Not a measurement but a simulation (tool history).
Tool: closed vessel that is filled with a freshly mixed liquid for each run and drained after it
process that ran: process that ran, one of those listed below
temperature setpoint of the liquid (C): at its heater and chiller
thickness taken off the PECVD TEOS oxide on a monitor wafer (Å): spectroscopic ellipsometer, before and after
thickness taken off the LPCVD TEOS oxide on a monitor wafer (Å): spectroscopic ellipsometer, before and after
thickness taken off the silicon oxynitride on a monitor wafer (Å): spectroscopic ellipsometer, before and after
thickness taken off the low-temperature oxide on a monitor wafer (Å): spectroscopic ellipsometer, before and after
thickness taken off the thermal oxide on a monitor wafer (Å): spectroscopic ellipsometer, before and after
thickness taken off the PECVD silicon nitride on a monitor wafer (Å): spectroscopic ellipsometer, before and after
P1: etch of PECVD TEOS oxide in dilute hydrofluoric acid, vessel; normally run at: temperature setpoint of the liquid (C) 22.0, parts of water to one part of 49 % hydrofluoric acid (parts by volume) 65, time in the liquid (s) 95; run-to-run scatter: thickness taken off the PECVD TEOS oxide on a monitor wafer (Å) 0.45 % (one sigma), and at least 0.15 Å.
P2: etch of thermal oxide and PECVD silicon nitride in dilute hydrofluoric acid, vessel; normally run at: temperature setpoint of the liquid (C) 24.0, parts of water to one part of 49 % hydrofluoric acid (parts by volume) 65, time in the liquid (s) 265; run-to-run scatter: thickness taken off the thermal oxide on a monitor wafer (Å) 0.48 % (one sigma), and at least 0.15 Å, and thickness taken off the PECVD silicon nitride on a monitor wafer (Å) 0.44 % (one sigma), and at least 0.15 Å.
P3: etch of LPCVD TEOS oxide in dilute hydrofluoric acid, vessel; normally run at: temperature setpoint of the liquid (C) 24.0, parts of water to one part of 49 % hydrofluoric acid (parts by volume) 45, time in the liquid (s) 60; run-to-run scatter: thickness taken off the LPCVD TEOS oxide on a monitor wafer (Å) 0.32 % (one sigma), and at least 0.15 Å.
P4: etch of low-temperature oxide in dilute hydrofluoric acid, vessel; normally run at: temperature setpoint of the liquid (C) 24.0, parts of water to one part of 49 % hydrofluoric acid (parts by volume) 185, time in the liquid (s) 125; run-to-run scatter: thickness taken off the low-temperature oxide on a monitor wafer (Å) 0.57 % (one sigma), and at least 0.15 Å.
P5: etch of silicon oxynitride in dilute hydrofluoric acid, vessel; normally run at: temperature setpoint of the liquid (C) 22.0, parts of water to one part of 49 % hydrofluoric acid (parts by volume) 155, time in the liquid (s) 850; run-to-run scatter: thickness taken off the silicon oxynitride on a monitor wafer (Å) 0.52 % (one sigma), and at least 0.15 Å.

| run | hour | process that ran | temperature setpoint of the liquid (C) | parts of water to one part of 49 % hydrofluoric acid (parts by volume) | time in the liquid (s) | thickness taken off the PECVD TEOS oxide on a monitor wafer (Å) | thickness taken off the LPCVD TEOS oxide on a monitor wafer (Å) | thickness taken off the silicon oxynitride on a monitor wafer (Å) | thickness taken off the low-temperature oxide on a monitor wafer (Å) | thickness taken off the thermal oxide on a monitor wafer (Å) | thickness taken off the PECVD silicon nitride on a monitor wafer (Å) |
|---|---|---|---|---|---|---|---|---|---|---|---|
| 1 | 10.9 | P1 | 22.0 | 65 | 95 | 219.180 |  |  |  |  |  |
| 2 | 16.5 | P3 | 32.5 | 45 | 60 |  | 356.15 |  |  |  |  |
| 3 | 27.4 | P5 | 28.0 | 155 | 850 |  |  | 106.820 |  |  |  |
| 4 | 36.3 | P4 | 24.0 | 185 | 125 |  |  |  | 94.754 |  |  |
| 5 | 43.6 | P2 | 17.0 | 65 | 265 |  |  |  |  | 149.890 | 44.4680 |
| 6 | 50.7 | P3 | 24.0 | 20 | 60 |  | 589.24 |  |  |  |  |
| 7 | 61.8 | P2 | 24.0 | 65 | 265 |  |  |  |  | 199.090 | 72.7090 |
| 8 | 70.7 | P4 | 24.0 | 250 | 125 |  |  |  | 64.967 |  |  |
| 9 | 77.9 | P1 | 26.5 | 65 | 30 | 83.961 |  |  |  |  |  |
| 10 | 86.6 | P1 | 22.0 | 95 | 95 | 145.530 |  |  |  |  |  |
| 11 | 92.9 | P3 | 24.0 | 45 | 60 |  | 254.24 |  |  |  |  |
| 12 | 101.2 | P4 | 17.0 | 185 | 125 |  |  |  | 72.280 |  |  |
| 13 | 110.4 | P1 | 22.0 | 65 | 95 | 219.520 |  |  |  |  |  |
| 14 | 120.5 | P1 | 22.0 | 65 | 165 | 382.790 |  |  |  |  |  |
|  | 124.5 | hydrofluoric acid flow meter replaced |
| 15 | 131.3 | P1 | 30.5 | 65 | 95 | 311.040 |  |  |  |  |  |
| 16 | 141.8 | P1 | 22.0 | 65 | 95 | 219.330 |  |  |  |  |  |
| 17 | 148.7 | P5 | 22.0 | 60 | 850 |  |  | 227.610 |  |  |  |
| 18 | 154.8 | P4 | 24.0 | 185 | 220 |  |  |  | 166.340 |  |  |
| 19 | 164.0 | P1 | 22.0 | 30 | 95 | 503.990 |  |  |  |  |  |
| 20 | 172.6 | P5 | 22.0 | 155 | 850 |  |  | 82.643 |  |  |  |
| 21 | 179.0 | P2 | 24.0 | 105 | 265 |  |  |  |  | 117.300 | 45.3030 |
| 22 | 188.6 | P1 | 22.0 | 65 | 30 | 69.680 |  |  |  |  |  |
| 23 | 197.1 | P2 | 24.0 | 65 | 30 |  |  |  |  | 22.647 | 8.4895 |
| 24 | 208.1 | P1 | 22.0 | 65 | 95 | 220.140 |  |  |  |  |  |
| 25 | 214.2 | P1 | 17.5 | 65 | 95 | 182.490 |  |  |  |  |  |
| 26 | 221.0 | P3 | 24.0 | 45 | 60 |  | 254.74 |  |  |  |  |
| 27 | 231.9 | P3 | 24.0 | 45 | 110 |  | 467.68 |  |  |  |  |
| 28 | 239.7 | P1 | 18.5 | 65 | 170 | 344.860 |  |  |  |  |  |
| 29 | 247.2 | P5 | 22.0 | 155 | 850 |  |  | 80.642 |  |  |  |
| 30 | 254.5 | P5 | 22.0 | 155 | 1365 |  |  | 130.260 |  |  |  |
| 31 | 261.7 | P1 | 22.0 | 65 | 95 | 222.820 |  |  |  |  |  |
| 32 | 270.5 | P1 | 22.0 | 65 | 95 | 211.830 |  |  |  |  |  |
| 33 | 280.5 | P1 | 22.0 | 65 | 95 | 208.490 |  |  |  |  |  |
| 34 | 291.3 | P1 | 22.0 | 65 | 95 | 204.260 |  |  |  |  |  |
| 35 | 300.0 | P1 | 22.0 | 65 | 95 | 204.060 |  |  |  |  |  |
| 36 | 305.0 | P1 | 22.0 | 65 | 95 | 202.130 |  |  |  |  |  |
| 37 | 312.5 | P1 | 22.0 | 65 | 95 | 202.110 |  |  |  |  |  |
| 38 | 322.4 | P1 | 22.0 | 65 | 95 | 201.360 |  |  |  |  |  |
| 39 | 328.7 | P1 | 22.0 | 65 | 95 | 201.710 |  |  |  |  |  |
| 40 | 339.1 | P1 | 22.0 | 65 | 95 | 201.750 |  |  |  |  |  |

What P1 gives has crept away from where it was. These 2 causes fit the log equally well, each at the size given:
A: hydrofluoric acid flow below the setpoint (%) = 8.35
B: liquid colder than its thermometer reads (K) = 2.27
The creep began at about hour 261.7.

4 check runs are offered, one wafer each, their results left as question marks. Which one tells the causes apart?
| check 1 | 349.5 | P5 | 25.5 | 155 | 850 |  |  | ? |  |  |  |
| check 2 | 349.5 | P4 | 18.5 | 185 | 125 |  |  |  | ? |  |  |
| check 3 | 349.5 | P3 | 28.5 | 45 | 105 |  | ? |  |  |  |  |
| check 4 | 349.5 | P2 | 18.0 | 65 | 265 |  |  |  |  | ? | ? |

What each check would give under each cause:
| check | result | if A | if B |
|---|---|---|---|
| check 1 | thickness taken off the silicon oxynitride on a monitor wafer (Å) | 86.890 | 86.483 |
| check 2 | thickness taken off the low-temperature oxide on a monitor wafer (Å) | 69.024 | 69.880 |
| check 3 | thickness taken off the LPCVD TEOS oxide on a monitor wafer (Å) | 487.09 | 488.03 |
| check 4 | thickness taken off the thermal oxide on a monitor wafer (Å) | 141.580 | 141.000 |
| check 4 | thickness taken off the PECVD silicon nitride on a monitor wafer (Å) | 44.0890 | 40.8680 |
How far apart the two closest causes lie, in the result that separates them most: check 1 0.47 %; check 2 1.23 %; check 3 0.19 %; check 4 7.59 %
Check 4 tells the causes apart: in the others they would give nearly the same result.

Check 4 was then run and gave: thickness taken off the thermal oxide on a monitor wafer (Å) 140.840; thickness taken off the PECVD silicon nitride on a monitor wafer (Å) 40.5310. Which cause is it?

It is B: liquid colder than its thermometer reads (K).
